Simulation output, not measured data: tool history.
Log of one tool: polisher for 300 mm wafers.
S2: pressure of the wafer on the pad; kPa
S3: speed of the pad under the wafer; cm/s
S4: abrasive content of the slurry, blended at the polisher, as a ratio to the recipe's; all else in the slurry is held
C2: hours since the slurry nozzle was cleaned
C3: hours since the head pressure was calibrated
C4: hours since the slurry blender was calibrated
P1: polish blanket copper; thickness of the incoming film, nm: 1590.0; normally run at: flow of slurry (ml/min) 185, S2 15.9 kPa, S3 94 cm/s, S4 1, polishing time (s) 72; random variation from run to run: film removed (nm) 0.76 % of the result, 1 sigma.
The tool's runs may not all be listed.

{"run": 1, "day": 0.138, "flow of slurry (ml/min)": 185, "S2": 15.9, "S3": 94, "S4": 1, "polishing time (s)": 72, "wafers polished on this pad": 300, "C2": 554.5, "C3": 764.3, "C4": 144.2, "film removed (nm)": 183.4}
{"run": 2, "day": 0.317, "flow of slurry (ml/min)": 185, "S2": 24.8, "S3": 94, "S4": 1, "polishing time (s)": 72, "wafers polished on this pad": 340, "C2": 558.8, "C3": 768.6, "C4": 148.5, "film removed (nm)": 285.65}
{"run": 3, "day": 0.417, "flow of slurry (ml/min)": 185, "S2": 15.9, "S3": 60, "S4": 1, "polishing time (s)": 72, "wafers polished on this pad": 363, "C2": 561.2, "C3": 771, "C4": 150.9, "film removed (nm)": 116.59}
{"run": 4, "day": 0.504, "flow of slurry (ml/min)": 110, "S2": 15.9, "S3": 94, "S4": 1, "polishing time (s)": 50, "wafers polished on this pad": 382, "C2": 563.3, "C3": 773.1, "C4": 153, "film removed (nm)": 116.39}
{"run": 5, "day": 0.617, "flow of slurry (ml/min)": 185, "S2": 15.9, "S3": 144, "S4": 1, "polishing time (s)": 72, "wafers polished on this pad": 407, "C2": 566, "C3": 775.8, "C4": 155.7, "film removed (nm)": 278.64}
{"run": 6, "day": 0.796, "flow of slurry (ml/min)": 185, "S2": 15.9, "S3": 94, "S4": 1, "polishing time (s)": 72, "wafers polished on this pad": 447, "C2": 570.3, "C3": 780.1, "C4": 160, "film removed (nm)": 183.88}
{"run": 7, "day": 0.958, "flow of slurry (ml/min)": 185, "S2": 15.9, "S3": 94, "S4": 1, "polishing time (s)": 51, "wafers polished on this pad": 484, "C2": 574.2, "C3": 784, "C4": 163.9, "film removed (nm)": 128.85}
{"day": 0.996, "done": "slurry blender recalibrated"}
{"run": 8, "day": 1.046, "flow of slurry (ml/min)": 185, "S2": 20.7, "S3": 94, "S4": 1.45, "polishing time (s)": 72, "wafers polished on this pad": 503, "C2": 576.3, "C3": 786.1, "C4": 1.3, "film removed (nm)": 255.41}
{"run": 9, "day": 1.188, "flow of slurry (ml/min)": 185, "S2": 15.9, "S3": 94, "S4": 1, "polishing time (s)": 113, "wafers polished on this pad": 535, "C2": 579.7, "C3": 789.5, "C4": 4.7, "film removed (nm)": 286.54}
{"run": 10, "day": 1.338, "flow of slurry (ml/min)": 185, "S2": 9.7, "S3": 94, "S4": 1, "polishing time (s)": 72, "wafers polished on this pad": 569, "C2": 583.3, "C3": 793.1, "C4": 8.3, "film removed (nm)": 111.34}
{"run": 11, "day": 1.521, "flow of slurry (ml/min)": 110, "S2": 15.9, "S3": 94, "S4": 1, "polishing time (s)": 72, "wafers polished on this pad": 610, "C2": 587.7, "C3": 797.5, "C4": 12.7, "film removed (nm)": 167.71}
{"run": 12, "day": 1.646, "flow of slurry (ml/min)": 185, "S2": 15.9, "S3": 94, "S4": 0.55, "polishing time (s)": 72, "wafers polished on this pad": 638, "C2": 590.7, "C3": 800.5, "C4": 15.7, "film removed (nm)": 163.38}
{"run": 13, "day": 1.796, "flow of slurry (ml/min)": 265, "S2": 15.9, "S3": 94, "S4": 1, "polishing time (s)": 72, "wafers polished on this pad": 671, "C2": 594.3, "C3": 804.1, "C4": 19.3, "film removed (nm)": 192.84}
{"run": 14, "day": 1.925, "flow of slurry (ml/min)": 185, "S2": 15.9, "S3": 94, "S4": 1.4, "polishing time (s)": 51, "wafers polished on this pad": 700, "C2": 597.4, "C3": 807.2, "C4": 22.4, "film removed (nm)": 139.78}
{"run": 15, "day": 2.029, "flow of slurry (ml/min)": 185, "S2": 15.9, "S3": 94, "S4": 1, "polishing time (s)": 72, "wafers polished on this pad": 724, "C2": 599.9, "C3": 809.7, "C4": 24.9, "film removed (nm)": 182.03}
{"run": 16, "day": 2.171, "flow of slurry (ml/min)": 185, "S2": 15.9, "S3": 94, "S4": 1.4, "polishing time (s)": 72, "wafers polished on this pad": 755, "C2": 603.3, "C3": 813.1, "C4": 28.3, "film removed (nm)": 196.64}
{"run": 17, "day": 2.279, "flow of slurry (ml/min)": 185, "S2": 15.9, "S3": 94, "S4": 1, "polishing time (s)": 72, "wafers polished on this pad": 780, "C2": 605.9, "C3": 815.7, "C4": 30.9, "film removed (nm)": 181.94}
{"run": 18, "day": 2.392, "flow of slurry (ml/min)": 185, "S2": 15.9, "S3": 94, "S4": 1, "polishing time (s)": 72, "wafers polished on this pad": 805, "C2": 608.6, "C3": 818.4, "C4": 33.6, "film removed (nm)": 183.22}
{"run": 19, "day": 2.475, "flow of slurry (ml/min)": 185, "S2": 15.9, "S3": 94, "S4": 1, "polishing time (s)": 72, "wafers polished on this pad": 824, "C2": 610.6, "C3": 820.4, "C4": 35.6, "film removed (nm)": 180.1}
{"run": 20, "day": 2.567, "flow of slurry (ml/min)": 185, "S2": 15.9, "S3": 94, "S4": 1, "polishing time (s)": 72, "wafers polished on this pad": 844, "C2": 612.8, "C3": 822.6, "C4": 37.8, "film removed (nm)": 178.75}
{"run": 21, "day": 2.667, "flow of slurry (ml/min)": 185, "S2": 15.9, "S3": 94, "S4": 1, "polishing time (s)": 72, "wafers polished on this pad": 867, "C2": 615.2, "C3": 825, "C4": 40.2, "film removed (nm)": 177.85}
{"run": 22, "day": 2.762, "flow of slurry (ml/min)": 185, "S2": 15.9, "S3": 94, "S4": 1, "polishing time (s)": 72, "wafers polished on this pad": 888, "C2": 617.5, "C3": 827.3, "C4": 42.5, "film removed (nm)": 176.99}

The next listed run, before its measurement:
{"day": 2.892, "done": "head pressure recalibrated"}
{"run": 23, "day": 2.9, "flow of slurry (ml/min)": 185, "S2": 15.9, "S3": 94, "S4": 1, "polishing time (s)": 72, "wafers polished on this pad": 919, "C2": 620.8, "C3": 0.2, "C4": 45.8, "film removed (nm)": "?"}

film removed (nm): 175.95

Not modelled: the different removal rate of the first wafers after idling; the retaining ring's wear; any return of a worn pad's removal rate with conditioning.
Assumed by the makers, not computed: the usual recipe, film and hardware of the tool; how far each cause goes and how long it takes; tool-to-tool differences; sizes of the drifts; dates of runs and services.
